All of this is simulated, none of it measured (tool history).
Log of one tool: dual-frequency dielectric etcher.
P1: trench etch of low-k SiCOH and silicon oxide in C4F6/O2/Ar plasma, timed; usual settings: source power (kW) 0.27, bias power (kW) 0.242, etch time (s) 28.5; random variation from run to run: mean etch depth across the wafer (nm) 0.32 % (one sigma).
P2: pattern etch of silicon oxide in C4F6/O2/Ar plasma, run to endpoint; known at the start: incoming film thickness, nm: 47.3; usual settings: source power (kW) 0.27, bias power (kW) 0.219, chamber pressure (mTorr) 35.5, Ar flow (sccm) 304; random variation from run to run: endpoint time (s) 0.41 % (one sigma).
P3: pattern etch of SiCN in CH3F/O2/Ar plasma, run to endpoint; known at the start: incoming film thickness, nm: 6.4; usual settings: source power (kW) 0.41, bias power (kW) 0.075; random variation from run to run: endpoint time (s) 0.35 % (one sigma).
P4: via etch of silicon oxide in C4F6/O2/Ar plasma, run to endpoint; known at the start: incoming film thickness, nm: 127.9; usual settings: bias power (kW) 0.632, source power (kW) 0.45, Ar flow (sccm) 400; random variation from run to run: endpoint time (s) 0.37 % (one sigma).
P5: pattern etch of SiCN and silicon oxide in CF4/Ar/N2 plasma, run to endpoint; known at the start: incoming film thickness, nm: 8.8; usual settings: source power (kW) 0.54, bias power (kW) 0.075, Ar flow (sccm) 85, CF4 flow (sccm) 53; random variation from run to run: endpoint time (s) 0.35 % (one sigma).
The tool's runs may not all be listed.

run	hour	process that ran	source power (kW)	bias power (kW)	etch time (s)	Ar flow (sccm)	CF4 flow (sccm)	chamber pressure (mTorr)	mean etch depth across the wafer (nm)	endpoint time (s)
1	6.9	P1	0.27	0.242	28.5				87.486	
2	15.6	P5	0.54	0.075		115	53			9.2611
3	25.7	P1	0.27	0.33	23				77.918	
4	32.9	P5	0.54	0.075		85	67			8.5037
5	39.4	P3	0.32	0.075						18.714
6	50.8	P1	0.27	0.242	28.5				86.913	
7	60.9	P5	0.54	0.075		85	53			8.8364
8	71.8	P5	0.54	0.051		85	53			10.072
9	81.5	P2	0.27	0.219		304		26.5		15.661
10	92.6	P4	0.45	0.632		258				24.302
11	101.6	P1	0.38	0.242	28.5				98.819	
12	106.7	P2	0.27	0.219		304		35.5		16.254
13	113.2	P4	0.45	0.859		400				22.591
14	120.4	P1	0.19	0.242	28.5				76.219	
15	127.8	P2	0.27	0.219		179		35.5		15.378
16	137.3	P2	0.27	0.277		304		35.5		15.036
17	146.2	P1	0.27	0.242	28.5				86.626	
18	154.3	P3	0.41	0.092						15.826
19	165.1	P3	0.41	0.075						17.03
20	172.4	P5	0.54	0.075		85	53			8.756
21	181.6	P1	0.22	0.296	28.5				86.105	
22	190	P5	0.72	0.075		85	53			6.8367
23	198.1	P1	0.27	0.167	28.5				77.228	
24	209.5	P1	0.27	0.242	28.5				87.052	
25	220.8	P1	0.27	0.33	28.5				97.484	
26	229.9	P4	0.6	0.632		400				22.987
27	240.3	P1	0.27	0.242	35				106.42	

The next listed run, before its measurement:
28	245.2	P2	0.21	0.219		304		35.5		?

endpoint time (s): 17.818

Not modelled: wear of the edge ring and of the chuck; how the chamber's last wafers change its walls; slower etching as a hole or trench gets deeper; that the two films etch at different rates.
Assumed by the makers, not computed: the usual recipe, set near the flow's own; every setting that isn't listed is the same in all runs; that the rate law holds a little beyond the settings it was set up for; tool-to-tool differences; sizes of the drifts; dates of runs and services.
